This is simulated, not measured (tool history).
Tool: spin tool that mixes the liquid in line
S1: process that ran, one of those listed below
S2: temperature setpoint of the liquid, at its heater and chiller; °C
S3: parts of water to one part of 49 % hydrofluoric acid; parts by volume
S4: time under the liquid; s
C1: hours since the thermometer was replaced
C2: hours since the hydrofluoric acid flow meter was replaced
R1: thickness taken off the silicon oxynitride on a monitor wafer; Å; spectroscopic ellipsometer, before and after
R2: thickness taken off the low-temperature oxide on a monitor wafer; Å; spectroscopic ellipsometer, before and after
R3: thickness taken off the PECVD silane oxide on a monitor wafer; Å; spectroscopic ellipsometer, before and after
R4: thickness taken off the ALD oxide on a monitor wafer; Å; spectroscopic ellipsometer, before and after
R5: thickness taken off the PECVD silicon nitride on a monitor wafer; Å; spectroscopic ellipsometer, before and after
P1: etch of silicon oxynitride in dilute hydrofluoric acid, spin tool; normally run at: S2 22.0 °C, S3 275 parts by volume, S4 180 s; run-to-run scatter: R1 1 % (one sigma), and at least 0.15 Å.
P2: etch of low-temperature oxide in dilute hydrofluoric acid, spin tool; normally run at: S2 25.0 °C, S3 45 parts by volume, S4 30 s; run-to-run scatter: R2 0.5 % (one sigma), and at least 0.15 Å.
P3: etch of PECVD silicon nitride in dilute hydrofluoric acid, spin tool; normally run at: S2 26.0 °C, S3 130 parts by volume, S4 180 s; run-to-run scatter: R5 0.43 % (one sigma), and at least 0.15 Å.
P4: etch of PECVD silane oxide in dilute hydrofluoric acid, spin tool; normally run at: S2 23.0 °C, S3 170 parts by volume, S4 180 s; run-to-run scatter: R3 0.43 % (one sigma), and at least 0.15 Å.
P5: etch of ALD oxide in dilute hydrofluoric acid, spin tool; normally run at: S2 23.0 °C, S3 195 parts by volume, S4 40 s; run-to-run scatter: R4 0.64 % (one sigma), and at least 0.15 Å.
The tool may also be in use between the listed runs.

run 1 day=0.529 | S1=P1 S2=22.0 S3=275 S4=180 | C1=592.7 C2=291.7 | R1=25.0980
run 2 day=1.100 | S1=P2 S2=25.0 S3=45 S4=30 | C1=606.4 C2=305.4 | R2=96.285
run 3 day=1.442 | S1=P4 S2=23.0 S3=170 S4=180 | C1=614.6 C2=313.6 | R3=139.17
run 4 day=1.942 | S1=P1 S2=27.5 S3=275 S4=180 | C1=626.6 C2=325.6 | R1=31.3740
run 5 day=2.258 | S1=P1 S2=22.0 S3=460 S4=275 | C1=634.2 C2=333.2 | R1=20.2770
run 6 day=2.633 | S1=P2 S2=32.0 S3=45 S4=30 | C1=643.2 C2=342.2 | R2=127.820
run 7 day=2.962 | S1=P5 S2=23.0 S3=195 S4=15 | C1=651.1 C2=350.1 | R4=14.340
run 8 day=3.525 | S1=P1 S2=29.0 S3=405 S4=180 | C1=664.6 C2=363.6 | R1=20.6360
run 9 day=3.792 | S1=P1 S2=22.0 S3=175 S4=180 | C1=671.0 C2=370.0 | R1=41.8190
run 10 day=4.388 | S1=P2 S2=25.0 S3=45 S4=65 | C1=685.3 C2=384.3 | R2=208.370
run 11 day=4.954 | S1=P4 S2=30.0 S3=170 S4=180 | C1=698.9 C2=397.9 | R3=179.03
run 12 day=5.333 | S1=P3 S2=26.0 S3=130 S4=335 | C1=708.0 C2=407.0 | R5=170.910
run 13 day=5.808 | S1=P1 S2=22.0 S3=275 S4=180 | C1=719.4 C2=418.4 | R1=24.5780
run 14 day=6.392 | S1=P3 S2=26.0 S3=235 S4=180 | C1=733.4 C2=432.4 | R5=51.276
run 15 day=6.846 | S1=P2 S2=25.0 S3=45 S4=30 | C1=744.3 C2=443.3 | R2=96.222
run 16 day=7.221 | S1=P5 S2=19.5 S3=195 S4=40 | C1=753.3 C2=452.3 | R4=33.873
run 17 day=7.638 | S1=P5 S2=23.0 S3=195 S4=40 | C1=763.3 C2=462.3 | R4=38.350
run 18 day=8.192 | S1=P1 S2=17.0 S3=275 S4=180 | C1=776.6 C2=475.6 | R1=19.3720
run 19 day=8.525 | S1=P3 S2=20.0 S3=130 S4=180 | C1=784.6 C2=483.6 | R5=61.886
run 20 day=8.792 | S1=P1 S2=22.0 S3=440 S4=180 | C1=791.0 C2=490.0 | R1=13.6670
run 21 day=9.225 | S1=P5 S2=23.0 S3=35 S4=40 | C1=801.4 C2=500.4 | R4=254.520
run 22 day=9.583 | S1=P4 S2=23.0 S3=50 S4=180 | C1=810.0 C2=509.0 | R3=545.69
run 23 day=9.896 | S1=P4 S2=23.0 S3=170 S4=355 | C1=817.5 C2=516.5 | R3=272.35
run 24 day=10.258 | S1=P2 S2=25.0 S3=25 S4=30 | C1=826.2 C2=525.2 | R2=177.350
run 25 day=10.579 | S1=P1 S2=27.0 S3=275 S4=300 | C1=833.9 C2=532.9 | R1=52.2790
run 26 day=10.962 | S1=P1 S2=22.0 S3=275 S4=180 | C1=843.1 C2=542.1 | R1=24.9480
run 27 day=11.488 | S1=P5 S2=23.0 S3=195 S4=40 | C1=855.7 C2=554.7 | R4=38.722
run 28 day=12.017 | S1=P1 S2=22.0 S3=275 S4=180 | C1=868.4 C2=567.4 | R1=25.0660
run 29 day=12.383 | S1=P1 S2=22.0 S3=275 S4=180 | C1=877.2 C2=576.2 | R1=24.7170
run 30 day=12.908 | S1=P1 S2=22.0 S3=275 S4=15 | C1=889.8 C2=588.8 | R1=2.3014
run 31 day=13.375 | S1=P1 S2=22.0 S3=275 S4=350 | C1=901.0 C2=600.0 | R1=48.7850
run 32 day=13.800 | S1=P3 S2=26.0 S3=130 S4=180 | C1=911.2 C2=610.2 | R5=91.930
run 33 day=14.200 | S1=P1 S2=22.0 S3=275 S4=180 | C1=920.8 C2=619.8 | R1=24.8590
run 34 day=14.800 | S1=P1 S2=22.0 S3=275 S4=180 | C1=935.2 C2=634.2 | R1=24.2520
run 35 day=15.267 | S1=P1 S2=22.0 S3=275 S4=180 | C1=946.4 C2=645.4 | R1=24.0630
run 36 day=15.800 | S1=P1 S2=22.0 S3=275 S4=180 | C1=959.2 C2=658.2 | R1=24.1820
run 37 day=16.388 | S1=P1 S2=22.0 S3=275 S4=180 | C1=973.3 C2=672.3 | R1=23.2950
run 38 day=16.825 | S1=P1 S2=22.0 S3=275 S4=180 | C1=983.8 C2=682.8 | R1=24.0800
run 39 day=17.117 | S1=P1 S2=22.0 S3=275 S4=180 | C1=990.8 C2=689.8 | R1=23.5230
run 40 day=17.567 | S1=P1 S2=22.0 S3=275 S4=180 | C1=1001.6 C2=700.6 | R1=23.6530
run 41 day=18.092 | S1=P1 S2=22.0 S3=275 S4=180 | C1=1014.2 C2=713.2 | R1=23.5590
run 42 day=18.683 | S1=P1 S2=22.0 S3=275 S4=180 | C1=1028.4 C2=727.4 | R1=23.3710
run 43 day=19.088 | S1=P1 S2=22.0 S3=275 S4=180 | C1=1038.1 C2=737.1 | R1=23.2850
run 44 day=19.608 | S1=P1 S2=22.0 S3=275 S4=180 | C1=1050.6 C2=749.6 | R1=23.5990

What P1 gives has crept away from where it was. These 2 causes fit the log equally well, each at the size given:
A: liquid colder than its thermometer reads (K) = 1.44
B: hydrofluoric acid flow below the setpoint (%) = 5.24
The creep began at about day 14.200.

4 check runs are offered, each on 2 wafers whose results are averaged, their results left as question marks. Which one tells the causes apart?
run check 1 day=20.129 | S1=P3 S2=26.0 S3=230 S4=180 | R5=?
run check 2 day=20.129 | S1=P5 S2=23.0 S3=50 S4=15 | R4=?
run check 3 day=20.129 | S1=P4 S2=28.0 S3=80 S4=180 | R3=?
run check 4 day=20.129 | S1=P2 S2=31.5 S3=45 S4=60 | R2=?

What each check would give under each cause:
check=check_1 result=R5 if_A=47.380 if_B=49.070
check=check_2 result=R4 if_A=62.805 if_B=62.980
check=check_3 result=R3 if_A=379.03 if_B=377.65
check=check_4 result=R2 if_A=236.080 if_B=235.740
How far apart the two closest causes lie, in the result that separates them most: check 1 3.51 %; check 2 0.28 %; check 3 0.36 %; check 4 0.14 %
Check 1 tells the causes apart: in the others they would give nearly the same result.

Check 1 was then run and gave: R5 49.060 Å. Which cause is it?

It is B: hydrofluoric acid flow below the setpoint (%).
